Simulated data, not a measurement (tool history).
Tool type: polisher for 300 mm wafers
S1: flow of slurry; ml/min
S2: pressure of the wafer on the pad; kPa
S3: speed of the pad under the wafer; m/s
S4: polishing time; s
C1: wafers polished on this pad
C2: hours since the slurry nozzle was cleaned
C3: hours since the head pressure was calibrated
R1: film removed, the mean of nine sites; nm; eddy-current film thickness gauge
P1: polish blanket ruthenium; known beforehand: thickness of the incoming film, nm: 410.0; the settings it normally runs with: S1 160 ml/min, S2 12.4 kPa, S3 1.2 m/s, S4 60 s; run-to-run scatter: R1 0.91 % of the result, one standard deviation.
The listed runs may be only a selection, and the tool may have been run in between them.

run	day	S1	S2	S3	S4	C1	C2	C3	R1
1	0.221	160	12.4	1.2	60	317	113.9	329	82.228
2	0.592	160	9	0.6	60	393	122.8	337.9	29.78
3	0.862	210	12.4	1.2	60	450	129.3	344.4	85.851
4	1.133	160	12.4	1.2	42	506	135.8	350.9	57.835
5	1.608	160	12.4	0.66	60	604	147.2	362.3	44.626
6	2.104	160	12.4	1.2	60	707	159.1	374.2	83.222
7	2.333	160	12.4	1.86	60	754	164.6	379.7	127.32
8	2.783	160	6.9	1.2	60	847	175.4	390.5	46.189
9	3.125	95	12.4	1.2	60	918	183.6	398.7	74.408
10	3.392	160	15.9	1.2	60	973	190	405.1	105.68
11	3.7	160	12.4	1.2	91	1037	197.4	412.5	127.25
12	4.083	160	12.4	1.2	60	1116	206.6	421.7	83.646
13	4.412	160	12.4	1.2	60	1185	214.5	429.6	83.048
14	4.662	95	12.4	1.2	88	1236	220.5	435.6	110.13
15	5.096	160	12.4	1.2	60	1326	230.9	446	83.416
16	5.525	160	12.4	1.2	60	1415	241.2	456.3	80.468
17	5.946	160	12.4	1.2	60	1502	251.3	466.4	76.958
18	6.429	160	12.4	1.2	60	1602	262.9	478	76.671
19	6.771	160	12.4	1.2	60	1673	271.1	486.2	77.889
20	7.25	160	12.4	1.2	60	1772	282.6	497.7	74.164
21	7.638	160	12.4	1.2	60	1852	291.9	507	75.127
# day 7.908: worn pad replaced by a new one
22	8.133	160	12.4	1.2	60	46	303.8	518.9	74.587
23	8.467	160	12.4	1.2	60	115	311.8	526.9	74.347
24	8.871	160	12.4	1.2	60	199	321.5	536.6	75.471

Something has made what P1 gives creep away from where it was; the 2 causes below, each at its own stated size, fit the log equally well:
A: slurry flow missing at the pad, % = 39.2
B: head's pressure below its setpoint, % = 9.83
The drift started at roughly day 5.096.
All other causes, with the reason each is excluded:
removal rate lost through wear of the pad, %: serviced at day 7.908, after the drift had started, without restoring the earlier output

Of the 4 check runs below, each run on 2 wafers with the results averaged and each result still a question mark, which one would tell the listed causes apart?
check 1	9.275	95	9	1.2	60				?
check 2	9.275	160	12.4	0.82	84				?
check 3	9.275	160	15.2	1.2	87				?
check 4	9.275	160	12.4	1.82	60				?

How each check would come out, cause by cause:
check	result	if A	if B
check 1	R1	45.671	48.469
check 2	R1	71.644	71.641
check 3	R1	132.72	132.71
check 4	R1	113.58	113.58
Distance between the nearest two causes, measured in the result of the check that separates them most: check 1 5.95 %; check 2 0 %; check 3 0 %; check 4 0 %
Only check 1 tells the causes apart: in the others they would give nearly the same result.

With check 1 done, the readings were: R1 48.696 nm. Identify which of the listed causes applies.

It was cause B: head's pressure below its setpoint, %.
